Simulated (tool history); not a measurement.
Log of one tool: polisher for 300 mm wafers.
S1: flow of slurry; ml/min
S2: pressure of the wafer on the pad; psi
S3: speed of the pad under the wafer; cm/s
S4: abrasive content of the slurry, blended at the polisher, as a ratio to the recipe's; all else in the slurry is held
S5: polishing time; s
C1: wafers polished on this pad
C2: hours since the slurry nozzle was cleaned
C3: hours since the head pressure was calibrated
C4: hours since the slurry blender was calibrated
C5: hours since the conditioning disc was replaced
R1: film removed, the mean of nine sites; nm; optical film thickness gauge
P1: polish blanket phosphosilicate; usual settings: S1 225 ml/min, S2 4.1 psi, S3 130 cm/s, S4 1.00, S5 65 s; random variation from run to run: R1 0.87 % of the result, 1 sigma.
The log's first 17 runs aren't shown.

run 18 hour=105.2 | S1=225 S2=4.1 S3=130 S4=1.00 S5=65 | C1=1352 C2=390.6 C3=18.7 C4=280.3 C5=155.0 | R1=842.59
run 19 hour=111.1 | S1=225 S2=4.1 S3=130 S4=1.00 S5=65 | C1=1399 C2=396.5 C3=24.6 C4=286.2 C5=160.9 | R1=839.83
run 20 hour=115.8 | S1=225 S2=4.1 S3=130 S4=1.00 S5=65 | C1=1437 C2=401.2 C3=29.3 C4=290.9 C5=165.6 | R1=824.64
run 21 hour=122.7 | S1=225 S2=4.1 S3=130 S4=1.00 S5=65 | C1=1492 C2=408.1 C3=36.2 C4=297.8 C5=172.5 | R1=803.34
run 22 hour=129.9 | S1=225 S2=4.1 S3=130 S4=1.00 S5=65 | C1=1550 C2=415.3 C3=43.4 C4=305.0 C5=179.7 | R1=775.99
run 23 hour=138.3 | S1=225 S2=4.1 S3=130 S4=1.00 S5=65 | C1=1617 C2=423.7 C3=51.8 C4=313.4 C5=188.1 | R1=783.74
-- hour=142.3 conditioning disc replaced and pad reconditioned
run 24 hour=147.2 | S1=225 S2=4.1 S3=130 S4=1.00 S5=65 | C1=1689 C2=432.6 C3=60.7 C4=322.3 C5=5.0 | R1=754.39
-- hour=151.1 worn pad replaced by a new one
run 25 hour=153.7 | S1=225 S2=4.1 S3=130 S4=1.00 S5=65 | C1=20 C2=439.1 C3=67.2 C4=328.8 C5=11.5 | R1=748.53

The next listed run, before its measurement:
run 26 hour=158.1 | S1=225 S2=4.1 S3=130 S4=1.00 S5=65 | C1=56 C2=443.5 C3=71.6 C4=333.2 C5=15.9 | R1=?

{"run 26": {"R1": 769.31}}
